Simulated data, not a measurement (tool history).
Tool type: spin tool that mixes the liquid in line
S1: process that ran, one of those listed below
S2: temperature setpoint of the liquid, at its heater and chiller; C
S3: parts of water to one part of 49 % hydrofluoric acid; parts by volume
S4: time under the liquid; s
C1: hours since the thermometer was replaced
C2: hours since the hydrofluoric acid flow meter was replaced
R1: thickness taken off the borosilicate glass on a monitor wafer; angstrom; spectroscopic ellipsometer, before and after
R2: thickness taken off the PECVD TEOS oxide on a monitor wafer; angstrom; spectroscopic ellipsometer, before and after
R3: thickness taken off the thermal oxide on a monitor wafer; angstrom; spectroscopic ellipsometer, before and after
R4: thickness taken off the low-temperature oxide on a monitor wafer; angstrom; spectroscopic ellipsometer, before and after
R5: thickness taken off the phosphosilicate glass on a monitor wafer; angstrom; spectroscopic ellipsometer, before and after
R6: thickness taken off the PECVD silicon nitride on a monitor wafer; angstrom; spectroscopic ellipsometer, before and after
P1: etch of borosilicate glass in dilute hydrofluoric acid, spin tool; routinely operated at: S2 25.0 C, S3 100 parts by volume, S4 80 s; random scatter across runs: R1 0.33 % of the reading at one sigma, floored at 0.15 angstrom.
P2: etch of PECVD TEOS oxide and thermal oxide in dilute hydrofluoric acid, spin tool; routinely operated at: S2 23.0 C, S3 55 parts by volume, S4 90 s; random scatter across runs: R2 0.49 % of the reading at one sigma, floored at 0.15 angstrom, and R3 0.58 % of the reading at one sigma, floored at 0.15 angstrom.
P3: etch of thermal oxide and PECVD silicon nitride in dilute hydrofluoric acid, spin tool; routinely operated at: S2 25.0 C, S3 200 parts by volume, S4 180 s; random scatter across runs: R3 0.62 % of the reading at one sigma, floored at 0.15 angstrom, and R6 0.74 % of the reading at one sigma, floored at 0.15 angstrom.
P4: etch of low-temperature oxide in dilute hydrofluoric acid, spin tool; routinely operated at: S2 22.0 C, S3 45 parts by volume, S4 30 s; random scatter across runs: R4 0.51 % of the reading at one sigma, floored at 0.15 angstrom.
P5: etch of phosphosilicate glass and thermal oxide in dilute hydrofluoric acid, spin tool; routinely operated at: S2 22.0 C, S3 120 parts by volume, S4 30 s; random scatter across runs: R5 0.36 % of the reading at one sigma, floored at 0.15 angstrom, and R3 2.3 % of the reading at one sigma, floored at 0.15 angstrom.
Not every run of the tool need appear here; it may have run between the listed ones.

| run | hour | S1 | S2 | S3 | S4 | C1 | C2 | R1 | R2 | R3 | R4 | R5 | R6 |
|---|---|---|---|---|---|---|---|---|---|---|---|---|---|
| 1 | 6.5 | P1 | 25.0 | 100 | 80 | 1078.7 | 216.7 | 219.510 |  |  |  |  |  |
| 2 | 11.3 | P1 | 25.0 | 100 | 80 | 1083.5 | 221.5 | 220.050 |  |  |  |  |  |
| 3 | 16.7 | P1 | 25.0 | 100 | 80 | 1088.9 | 226.9 | 220.900 |  |  |  |  |  |
| 4 | 22.6 | P1 | 25.0 | 100 | 80 | 1094.8 | 232.8 | 221.640 |  |  |  |  |  |
| 5 | 27.3 | P2 | 27.5 | 55 | 90 | 1099.5 | 237.5 |  | 286.85 | 90.725 |  |  |  |
| 6 | 31.9 | P4 | 22.0 | 45 | 15 | 1104.1 | 242.1 |  |  |  | 114.83 |  |  |
| 7 | 37.2 | P2 | 23.0 | 90 | 90 | 1109.4 | 247.4 |  | 140.37 | 44.526 |  |  |  |
| 8 | 42.1 | P1 | 19.5 | 100 | 80 | 1114.3 | 252.3 | 177.260 |  |  |  |  |  |
| 9 | 45.8 | P5 | 29.0 | 120 | 30 | 1118.0 | 256.0 |  |  | 14.677 |  | 399.70 |  |
| 10 | 50.4 | P3 | 30.5 | 200 | 180 | 1122.6 | 260.6 |  |  | 44.921 |  |  | 43.810 |
| 11 | 56.6 | P3 | 25.0 | 200 | 180 | 1128.8 | 266.8 |  |  | 37.074 |  |  | 32.187 |
| 12 | 61.3 | P5 | 22.0 | 120 | 30 | 1133.5 | 271.5 |  |  | 10.701 |  | 305.75 |  |
| 13 | 64.8 | P3 | 25.0 | 200 | 310 | 1137.0 | 275.0 |  |  | 63.674 |  |  | 53.451 |
| 14 | 67.6 | P1 | 20.0 | 55 | 80 | 1139.8 | 277.8 | 345.040 |  |  |  |  |  |
| 15 | 71.4 | P1 | 25.0 | 100 | 15 | 1143.6 | 281.6 | 41.838 |  |  |  |  |  |
| 16 | 75.9 | P4 | 22.0 | 45 | 30 | 1148.1 | 286.1 |  |  |  | 229.12 |  |  |
| 17 | 80.1 | P1 | 25.0 | 100 | 135 | 1152.3 | 290.3 | 374.430 |  |  |  |  |  |
| 18 | 85.2 | P2 | 23.0 | 55 | 90 | 1157.4 | 295.4 |  | 242.89 | 76.974 |  |  |  |

What will run 19 give?
| 19 | 90.3 | P1 | 28.5 | 100 | 80 | 1162.5 | 300.5 | ? |  |  |  |  |  |

{"run 19": {"R1": 253.01}}
